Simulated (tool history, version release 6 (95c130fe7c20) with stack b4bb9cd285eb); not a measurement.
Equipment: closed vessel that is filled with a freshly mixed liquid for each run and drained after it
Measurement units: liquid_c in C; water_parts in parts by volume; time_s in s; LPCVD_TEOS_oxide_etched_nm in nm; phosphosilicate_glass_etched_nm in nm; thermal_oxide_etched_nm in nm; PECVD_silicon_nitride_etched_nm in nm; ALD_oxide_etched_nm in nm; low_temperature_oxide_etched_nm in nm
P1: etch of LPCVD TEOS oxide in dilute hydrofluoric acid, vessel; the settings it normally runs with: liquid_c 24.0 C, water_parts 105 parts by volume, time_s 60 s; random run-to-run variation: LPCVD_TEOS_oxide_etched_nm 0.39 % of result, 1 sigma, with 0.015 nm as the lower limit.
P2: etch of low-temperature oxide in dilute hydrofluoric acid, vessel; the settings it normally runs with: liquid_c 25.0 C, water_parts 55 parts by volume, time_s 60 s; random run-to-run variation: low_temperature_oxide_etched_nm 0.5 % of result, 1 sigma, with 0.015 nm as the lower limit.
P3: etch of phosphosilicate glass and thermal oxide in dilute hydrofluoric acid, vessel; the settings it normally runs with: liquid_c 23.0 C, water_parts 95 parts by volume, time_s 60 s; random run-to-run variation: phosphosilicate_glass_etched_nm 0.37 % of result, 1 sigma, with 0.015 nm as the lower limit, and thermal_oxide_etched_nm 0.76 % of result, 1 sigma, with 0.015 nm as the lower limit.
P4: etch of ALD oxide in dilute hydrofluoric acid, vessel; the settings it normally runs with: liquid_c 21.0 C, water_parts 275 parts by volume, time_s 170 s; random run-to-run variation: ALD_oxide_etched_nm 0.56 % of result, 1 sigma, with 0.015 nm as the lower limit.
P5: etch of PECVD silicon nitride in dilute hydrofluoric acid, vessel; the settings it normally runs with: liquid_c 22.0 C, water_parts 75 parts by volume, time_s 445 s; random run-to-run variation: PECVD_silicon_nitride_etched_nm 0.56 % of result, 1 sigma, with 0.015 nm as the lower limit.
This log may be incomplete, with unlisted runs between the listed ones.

run	hour	process	liquid_c	water_parts	time_s	hours since the thermometer was replaced	hours since the hydrofluoric acid flow meter was replaced	LPCVD_TEOS_oxide_etched_nm	phosphosilicate_glass_etched_nm	thermal_oxide_etched_nm	PECVD_silicon_nitride_etched_nm	ALD_oxide_etched_nm	low_temperature_oxide_etched_nm
1	10.5	P1	24.0	105	60	922.3	543.4	14.7470					
2	23.1	P3	17.0	95	60	934.9	556.0		95.567	2.2767			
3	30.6	P5	22.0	20	445	942.4	563.5				73.9530		
4	42.3	P1	18.0	105	60	954.1	575.2	11.5440					
5	52.4	P3	23.0	95	60	964.2	585.3		123.370	2.8999			
6	64.7	P4	21.0	275	60	976.5	597.6					3.0533	
7	76.8	P1	24.0	50	60	988.6	609.7	33.2330					
8	86.0	P1	24.0	105	60	997.8	618.9	14.7620					
9	92.4	P2	30.0	55	60	1004.2	625.3						39.848
10	98.1	P1	31.5	105	90	1009.9	631.0	29.5360					
11	108.8	P3	23.0	20	60	1020.6	641.7		643.530	15.0590			
12	117.0	P1	24.0	105	60	1028.8	649.9	14.7950					
13	124.0	P1	30.5	170	60	1035.8	656.9	10.6900					
14	136.9	P2	25.0	20	60	1048.7	669.8						95.383
15	148.7	P4	21.0	275	170	1060.5	681.6					8.6026	
16	157.1	P4	17.0	275	170	1068.9	690.0					7.4268	
17	167.6	P1	24.0	105	30	1079.4	700.5	7.4135					
18	176.6	P5	29.0	75	445	1088.4	709.5				32.6750		
19	185.9	P3	23.0	95	30	1097.7	718.8		61.367	1.4564			
20	196.9	P5	22.0	75	150	1108.7	729.8				6.9355		
21	204.8	P5	22.0	75	445	1116.6	737.7				20.8020		
22	217.3	P2	25.0	55	115	1129.1	750.2						62.529

Run 23 comes next. What will it give?
23	223.7	P1	24.0	105	60	1135.5	756.6	?					

LPCVD_TEOS_oxide_etched_nm: 14.7440 nm
